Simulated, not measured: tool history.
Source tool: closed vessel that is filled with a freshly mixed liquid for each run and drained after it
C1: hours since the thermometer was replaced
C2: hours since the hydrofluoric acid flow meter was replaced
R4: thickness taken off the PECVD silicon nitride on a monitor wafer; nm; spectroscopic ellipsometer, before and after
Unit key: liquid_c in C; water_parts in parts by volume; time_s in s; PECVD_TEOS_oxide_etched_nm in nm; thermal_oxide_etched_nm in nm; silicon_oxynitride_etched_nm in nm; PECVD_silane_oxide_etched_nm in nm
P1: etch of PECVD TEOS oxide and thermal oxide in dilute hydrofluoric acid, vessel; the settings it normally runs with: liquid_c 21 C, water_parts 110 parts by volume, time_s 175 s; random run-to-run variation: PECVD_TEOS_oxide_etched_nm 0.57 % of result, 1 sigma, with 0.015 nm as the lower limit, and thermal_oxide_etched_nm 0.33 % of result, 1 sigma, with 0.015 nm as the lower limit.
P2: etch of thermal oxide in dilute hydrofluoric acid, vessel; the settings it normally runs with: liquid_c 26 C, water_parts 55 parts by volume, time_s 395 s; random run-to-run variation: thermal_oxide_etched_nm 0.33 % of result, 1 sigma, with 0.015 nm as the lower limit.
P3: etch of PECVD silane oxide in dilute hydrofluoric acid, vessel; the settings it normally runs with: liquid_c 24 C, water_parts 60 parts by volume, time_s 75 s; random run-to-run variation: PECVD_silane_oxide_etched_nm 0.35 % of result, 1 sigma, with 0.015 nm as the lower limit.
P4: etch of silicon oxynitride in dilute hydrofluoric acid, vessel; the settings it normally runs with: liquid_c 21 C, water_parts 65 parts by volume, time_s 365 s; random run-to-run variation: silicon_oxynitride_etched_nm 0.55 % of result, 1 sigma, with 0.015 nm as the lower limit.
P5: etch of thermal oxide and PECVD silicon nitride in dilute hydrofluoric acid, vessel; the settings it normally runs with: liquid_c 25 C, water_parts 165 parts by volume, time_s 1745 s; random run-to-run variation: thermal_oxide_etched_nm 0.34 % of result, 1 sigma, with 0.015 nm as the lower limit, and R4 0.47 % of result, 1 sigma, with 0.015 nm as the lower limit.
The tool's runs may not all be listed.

Run 1, hour 10.4: process P1, liquid_c 21 C, water_parts 110 parts by volume, time_s 175 s; C1 395.3; C2 1268.1. Result: PECVD_TEOS_oxide_etched_nm 16.217 nm, thermal_oxide_etched_nm 6.5951 nm.
Run 2, hour 19.2: process P1, liquid_c 21 C, water_parts 170 parts by volume, time_s 175 s; C1 404.1; C2 1276.9. Result: PECVD_TEOS_oxide_etched_nm 9.8261 nm, thermal_oxide_etched_nm 4.0144 nm.
Run 3, hour 30.2: process P4, liquid_c 25.5 C, water_parts 65 parts by volume, time_s 365 s; C1 415.1; C2 1287.9. Result: silicon_oxynitride_etched_nm 11.205 nm.
Run 4, hour 38: process P5, liquid_c 25 C, water_parts 40 parts by volume, time_s 1745 s; C1 422.9; C2 1295.7. Result: thermal_oxide_etched_nm 235.44 nm, R4 79.61 nm.
Run 5, hour 44.5: process P1, liquid_c 29 C, water_parts 110 parts by volume, time_s 175 s; C1 429.4; C2 1302.2. Result: PECVD_TEOS_oxide_etched_nm 22.191 nm, thermal_oxide_etched_nm 9.0193 nm.
Run 6, hour 50.2: process P1, liquid_c 21 C, water_parts 110 parts by volume, time_s 45 s; C1 435.1; C2 1307.9. Result: PECVD_TEOS_oxide_etched_nm 4.1607 nm, thermal_oxide_etched_nm 1.7345 nm.
Run 7, hour 55.5: process P3, liquid_c 24 C, water_parts 60 parts by volume, time_s 30 s; C1 440.4; C2 1313.2. Result: PECVD_silane_oxide_etched_nm 18.413 nm.
Run 8, hour 64: process P1, liquid_c 21 C, water_parts 110 parts by volume, time_s 345 s; C1 448.9; C2 1321.7. Result: PECVD_TEOS_oxide_etched_nm 32.144 nm, thermal_oxide_etched_nm 13.027 nm.
Run 9, hour 72.3: process P3, liquid_c 24 C, water_parts 60 parts by volume, time_s 75 s; C1 457.2; C2 1330. Result: PECVD_silane_oxide_etched_nm 45.952 nm.
Run 10, hour 80.4: process P2, liquid_c 26 C, water_parts 55 parts by volume, time_s 40 s; C1 465.3; C2 1338.1. Result: thermal_oxide_etched_nm 3.9974 nm.
Run 11, hour 89.4: process P1, liquid_c 17 C, water_parts 110 parts by volume, time_s 175 s; C1 474.3; C2 1347.1. Result: PECVD_TEOS_oxide_etched_nm 13.886 nm, thermal_oxide_etched_nm 5.6108 nm.
Run 12, hour 94.9: process P1, liquid_c 21 C, water_parts 195 parts by volume, time_s 325 s; C1 479.8; C2 1352.6. Result: PECVD_TEOS_oxide_etched_nm 15.587 nm, thermal_oxide_etched_nm 6.2823 nm.
Run 13, hour 104.9: process P2, liquid_c 19 C, water_parts 55 parts by volume, time_s 395 s; C1 489.8; C2 1362.6. Result: thermal_oxide_etched_nm 29.306 nm.
Run 14, hour 112.7: process P4, liquid_c 21 C, water_parts 65 parts by volume, time_s 365 s; C1 497.6; C2 1370.4. Result: silicon_oxynitride_etched_nm 8.9916 nm.
Run 15, hour 121.9: process P3, liquid_c 24 C, water_parts 20 parts by volume, time_s 75 s; C1 506.8; C2 1379.6. Result: PECVD_silane_oxide_etched_nm 145.32 nm.
Run 16, hour 128.6: process P1, liquid_c 21 C, water_parts 110 parts by volume, time_s 175 s; C1 513.5; C2 1386.3. Result: PECVD_TEOS_oxide_etched_nm 16.277 nm, thermal_oxide_etched_nm 6.5814 nm.
Run 17, hour 133.6: process P4, liquid_c 21 C, water_parts 65 parts by volume, time_s 80 s; C1 518.5; C2 1391.3. Result: silicon_oxynitride_etched_nm 1.9586 nm.
Run 18, hour 142.5: process P1, liquid_c 17 C, water_parts 70 parts by volume, time_s 175 s; C1 527.4; C2 1400.2. Result: PECVD_TEOS_oxide_etched_nm 22.673 nm, thermal_oxide_etched_nm 9.1814 nm.
Run 19, hour 153.8: process P4, liquid_c 21 C, water_parts 110 parts by volume, time_s 365 s; C1 538.7; C2 1411.5. Result: silicon_oxynitride_etched_nm 5.1875 nm.
Run 20, hour 161: process P1, liquid_c 21 C, water_parts 185 parts by volume, time_s 310 s; C1 545.9; C2 1418.7. Result: PECVD_TEOS_oxide_etched_nm 15.891 nm, thermal_oxide_etched_nm 6.4153 nm.
Run 21, hour 168.1: process P2, liquid_c 26 C, water_parts 55 parts by volume, time_s 395 s; C1 553; C2 1425.8. Result: thermal_oxide_etched_nm 39.208 nm.
Run 22, hour 176.4: process P5, liquid_c 17 C, water_parts 165 parts by volume, time_s 1745 s; C1 561.3; C2 1434.1. Result: thermal_oxide_etched_nm 35.86 nm, R4 11.553 nm.
Run 23, hour 186.4: process P1, liquid_c 21 C, water_parts 110 parts by volume, time_s 175 s; C1 571.3; C2 1444.1. Result: PECVD_TEOS_oxide_etched_nm 16.282 nm, thermal_oxide_etched_nm 6.5988 nm.
Run 24, hour 194.9: process P1, liquid_c 21 C, water_parts 110 parts by volume, time_s 175 s; C1 579.8; C2 1452.6. Result: PECVD_TEOS_oxide_etched_nm 16.335 nm, thermal_oxide_etched_nm 6.5799 nm.
Run 25, hour 203.6: process P2, liquid_c 26 C, water_parts 90 parts by volume, time_s 395 s; C1 588.5; C2 1461.3. Result: thermal_oxide_etched_nm 22.824 nm.
Run 26, hour 214.7: process P1, liquid_c 21 C, water_parts 110 parts by volume, time_s 175 s; C1 599.6; C2 1472.4. Result: PECVD_TEOS_oxide_etched_nm 16.321 nm, thermal_oxide_etched_nm 6.5858 nm.
Run 27, hour 223: process P3, liquid_c 30.5 C, water_parts 60 parts by volume, time_s 75 s; C1 607.9; C2 1480.7. Result: PECVD_silane_oxide_etched_nm 59.905 nm.
Run 28, hour 230: process P5, liquid_c 25 C, water_parts 165 parts by volume, time_s 1745 s; C1 614.9; C2 1487.7. Result: thermal_oxide_etched_nm 48.721 nm, R4 19.694 nm.
Run 29, hour 240: process P1, liquid_c 21 C, water_parts 110 parts by volume, time_s 175 s; C1 624.9; C2 1497.7. Result: PECVD_TEOS_oxide_etched_nm 16.338 nm, thermal_oxide_etched_nm 6.6126 nm.
Run 30, hour 250.5: process P2, liquid_c 26 C, water_parts 55 parts by volume, time_s 395 s; C1 635.4; C2 1508.2. Result: thermal_oxide_etched_nm 39.168 nm.
Run 31, hour 256.9: process P5, liquid_c 25 C, water_parts 165 parts by volume, time_s 1745 s; C1 641.8; C2 1514.6. Result: thermal_oxide_etched_nm 49.154 nm, R4 19.545 nm.
Run 32, hour 268.1: process P1, liquid_c 21 C, water_parts 20 parts by volume, time_s 175 s; C1 653; C2 1525.8. Result: PECVD_TEOS_oxide_etched_nm 99.594 nm, thermal_oxide_etched_nm 40.385 nm.
Run 33, hour 278.7: process P5, liquid_c 25 C, water_parts 165 parts by volume, time_s 650 s; C1 663.6; C2 1536.4. Result: thermal_oxide_etched_nm 18.202 nm, R4 7.3406 nm.
Run 34, hour 284.8: process P3, liquid_c 24 C, water_parts 60 parts by volume, time_s 75 s; C1 669.7; C2 1542.5. Result: PECVD_silane_oxide_etched_nm 46.235 nm.
Run 35, hour 290.6: process P1, liquid_c 21 C, water_parts 110 parts by volume, time_s 175 s; C1 675.5; C2 1548.3. Result: PECVD_TEOS_oxide_etched_nm 16.419 nm, thermal_oxide_etched_nm 6.5543 nm.
Run 36, hour 297.9: process P1, liquid_c 21 C, water_parts 110 parts by volume, time_s 175 s; C1 682.8; C2 1555.6. Result: PECVD_TEOS_oxide_etched_nm 16.689 nm, thermal_oxide_etched_nm 6.7698 nm.
Run 37, hour 306.1: process P1, liquid_c 21 C, water_parts 110 parts by volume, time_s 175 s; C1 691; C2 1563.8. Result: PECVD_TEOS_oxide_etched_nm 17.173 nm, thermal_oxide_etched_nm 6.8706 nm.
Run 38, hour 314: process P1, liquid_c 21 C, water_parts 110 parts by volume, time_s 175 s; C1 698.9; C2 1571.7. Result: PECVD_TEOS_oxide_etched_nm 17.227 nm, thermal_oxide_etched_nm 6.9578 nm.
Run 39, hour 322.3: process P1, liquid_c 21 C, water_parts 110 parts by volume, time_s 175 s; C1 707.2; C2 1580. Result: PECVD_TEOS_oxide_etched_nm 17.264 nm, thermal_oxide_etched_nm 7.0314 nm.
Run 40, hour 332.7: process P1, liquid_c 21 C, water_parts 110 parts by volume, time_s 175 s; C1 717.6; C2 1590.4. Result: PECVD_TEOS_oxide_etched_nm 17.466 nm, thermal_oxide_etched_nm 7.0774 nm.
Run 41, hour 340.4: process P1, liquid_c 21 C, water_parts 110 parts by volume, time_s 175 s; C1 725.3; C2 1598.1. Result: PECVD_TEOS_oxide_etched_nm 17.469 nm, thermal_oxide_etched_nm 7.0773 nm.
Run 42, hour 351.1: process P1, liquid_c 21 C, water_parts 110 parts by volume, time_s 175 s; C1 736; C2 1608.8. Result: PECVD_TEOS_oxide_etched_nm 17.508 nm, thermal_oxide_etched_nm 7.1197 nm.
Run 43, hour 361.1: process P1, liquid_c 21 C, water_parts 110 parts by volume, time_s 175 s; C1 746; C2 1618.8. Result: PECVD_TEOS_oxide_etched_nm 17.639 nm, thermal_oxide_etched_nm 7.1508 nm.
Run 44, hour 366.4: process P1, liquid_c 21 C, water_parts 110 parts by volume, time_s 175 s; C1 751.3; C2 1624.1. Result: PECVD_TEOS_oxide_etched_nm 17.712 nm, thermal_oxide_etched_nm 7.1664 nm.
Run 45, hour 375: process P1, liquid_c 21 C, water_parts 110 parts by volume, time_s 175 s; C1 759.9; C2 1632.7. Result: PECVD_TEOS_oxide_etched_nm 17.805 nm, thermal_oxide_etched_nm 7.1537 nm.
Run 46, hour 380.4: process P1, liquid_c 21 C, water_parts 110 parts by volume, time_s 175 s; C1 765.3; C2 1638.1. Result: PECVD_TEOS_oxide_etched_nm 17.663 nm, thermal_oxide_etched_nm 7.1207 nm.

Something has made what P1 gives creep away from where it was; the 2 causes below, each at its own stated size, fit the log equally well:
A: liquid hotter than its thermometer reads (K) = 1.95
B: hydrofluoric acid flow above the setpoint (%) = 7.22
Onset of the creep was near hour 290.6.

The check runs listed below each take one wafer, and their results are still question marks. Under which run would the listed causes lead to clearly different results?
Run check 1, hour 385.8: process P3, liquid_c 30.5 C, water_parts 60 parts by volume, time_s 30 s. Result: PECVD_silane_oxide_etched_nm ?.
Run check 2, hour 385.8: process P2, liquid_c 19.5 C, water_parts 55 parts by volume, time_s 395 s. Result: thermal_oxide_etched_nm ?.
Run check 3, hour 385.8: process P4, liquid_c 21 C, water_parts 110 parts by volume, time_s 130 s. Result: silicon_oxynitride_etched_nm ?.
Run check 4, hour 385.8: process P5, liquid_c 25 C, water_parts 45 parts by volume, time_s 1070 s. Result: thermal_oxide_etched_nm ?, R4 ?.

If the cause were each of the candidates in turn, the checks would give the following:
  check                        result    if A    if B
check 1  PECVD_silane_oxide_etched_nm  25.692  25.718
check 2       thermal_oxide_etched_nm  32.528  32.262
check 3  silicon_oxynitride_etched_nm  2.0092  1.9734
check 4       thermal_oxide_etched_nm  138.26  137.51
check 4                            R4  49.354  46.397
Separation of the two closest causes in each check, using whichever result separates them best: check 1 0.1 %; check 2 0.82 %; check 3 1.8 %; check 4 6.18 %
Check 4 tells the causes apart: in the others they would give nearly the same result.

Then check 4 was run and gave: thermal_oxide_etched_nm 137.88 nm; R4 49.078 nm. Which cause is it?

It is A: liquid hotter than its thermometer reads (K).
